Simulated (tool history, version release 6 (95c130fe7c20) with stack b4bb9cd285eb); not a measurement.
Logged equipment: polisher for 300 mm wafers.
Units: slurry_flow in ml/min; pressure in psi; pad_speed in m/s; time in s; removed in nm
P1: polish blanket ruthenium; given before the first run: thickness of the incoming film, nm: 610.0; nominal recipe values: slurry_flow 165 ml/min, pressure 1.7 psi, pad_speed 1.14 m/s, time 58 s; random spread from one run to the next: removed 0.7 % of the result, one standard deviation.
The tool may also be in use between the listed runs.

| run | hour | slurry_flow | pressure | pad_speed | time | removed |
|---|---|---|---|---|---|---|
| 1 | 4.5 | 165 | 1.7 | 1.14 | 58 | 68.004 |
| 2 | 9.7 | 165 | 1.7 | 1.14 | 58 | 67.580 |
| 3 | 16.1 | 165 | 1.7 | 1.78 | 58 | 105.160 |
| 4 | 22.7 | 105 | 1.7 | 1.42 | 58 | 76.881 |
| 5 | 25.9 | 165 | 2.5 | 1.14 | 58 | 98.469 |
| 6 | 30.9 | 165 | 0.8 | 1.14 | 58 | 31.952 |
| 7 | 37.7 | 100 | 1.7 | 1.14 | 58 | 61.546 |
| 8 | 41.5 | 165 | 1.7 | 1.14 | 27 | 31.764 |
| 9 | 46.6 | 165 | 1.7 | 1.14 | 58 | 66.933 |
| 10 | 50.5 | 225 | 1.7 | 1.14 | 58 | 70.753 |
| 11 | 57.3 | 165 | 1.7 | 1.14 | 77 | 89.909 |
| 12 | 62.2 | 165 | 1.7 | 0.66 | 58 | 39.228 |
|  | 62.7 | worn pad replaced by a new one |
| 13 | 67.2 | 165 | 1.7 | 1.14 | 58 | 67.324 |
| 14 | 70.3 | 165 | 1.7 | 1.14 | 58 | 67.330 |
| 15 | 73.8 | 165 | 1.7 | 1.14 | 58 | 67.394 |
| 16 | 79.7 | 165 | 1.7 | 1.14 | 58 | 64.761 |
| 17 | 85.0 | 165 | 1.7 | 1.14 | 58 | 63.405 |

Run 18, settings as shown, results not yet in. Your forecast:
| 18 | 89.5 | 165 | 1.7 | 1.14 | 58 | ? |

removed: 63.860 nm
